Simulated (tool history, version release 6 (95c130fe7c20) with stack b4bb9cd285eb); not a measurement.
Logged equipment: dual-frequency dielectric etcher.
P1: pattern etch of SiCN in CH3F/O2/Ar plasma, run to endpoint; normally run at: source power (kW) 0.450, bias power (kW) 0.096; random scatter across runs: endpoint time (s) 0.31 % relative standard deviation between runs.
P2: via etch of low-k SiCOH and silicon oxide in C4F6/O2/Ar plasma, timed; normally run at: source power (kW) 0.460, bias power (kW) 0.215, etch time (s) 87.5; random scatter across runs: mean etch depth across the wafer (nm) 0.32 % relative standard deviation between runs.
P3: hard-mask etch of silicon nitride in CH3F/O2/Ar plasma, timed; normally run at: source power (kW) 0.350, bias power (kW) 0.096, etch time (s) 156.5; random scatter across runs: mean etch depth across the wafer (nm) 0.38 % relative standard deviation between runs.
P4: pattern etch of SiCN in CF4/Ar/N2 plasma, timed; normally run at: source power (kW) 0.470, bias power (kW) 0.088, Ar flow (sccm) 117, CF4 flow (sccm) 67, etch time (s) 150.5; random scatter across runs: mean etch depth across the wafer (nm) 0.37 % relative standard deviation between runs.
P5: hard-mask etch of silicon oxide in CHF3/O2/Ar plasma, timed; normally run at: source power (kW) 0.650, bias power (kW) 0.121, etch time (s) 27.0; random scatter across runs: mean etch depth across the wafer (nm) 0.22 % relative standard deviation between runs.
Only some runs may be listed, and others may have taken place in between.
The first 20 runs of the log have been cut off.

run   hour  process that ran  source power (kW)  bias power (kW)  etch time (s)  Ar flow (sccm)  CF4 flow (sccm)  endpoint time (s)  mean etch depth across the wafer (nm)
 21  294.1                P2              0.460            0.215          108.5                                                                                    332.470
 22  303.8                P1              0.450            0.096                                                             26.161
 23  316.6                P1              0.450            0.096                                                             26.115
 24  330.7                P1              0.610            0.096                                                             23.247
 25  348.0                P5              0.650            0.165           27.0                                                                                     53.977
 26  356.6                P1              0.340            0.124                                                             26.121
 27  376.1                P3              0.350            0.096          220.0                                                                                    157.790
 28  395.6                P1              0.310            0.076                                                             32.444
 29  405.0                P4              0.470            0.088          150.5             117               67                                                   141.500

Run 30 is up next; what results do you expect?
 30  417.9                P5              0.650            0.121           35.5                                                                                          ?

Run 30 produced mean etch depth across the wafer (nm) 64.119.

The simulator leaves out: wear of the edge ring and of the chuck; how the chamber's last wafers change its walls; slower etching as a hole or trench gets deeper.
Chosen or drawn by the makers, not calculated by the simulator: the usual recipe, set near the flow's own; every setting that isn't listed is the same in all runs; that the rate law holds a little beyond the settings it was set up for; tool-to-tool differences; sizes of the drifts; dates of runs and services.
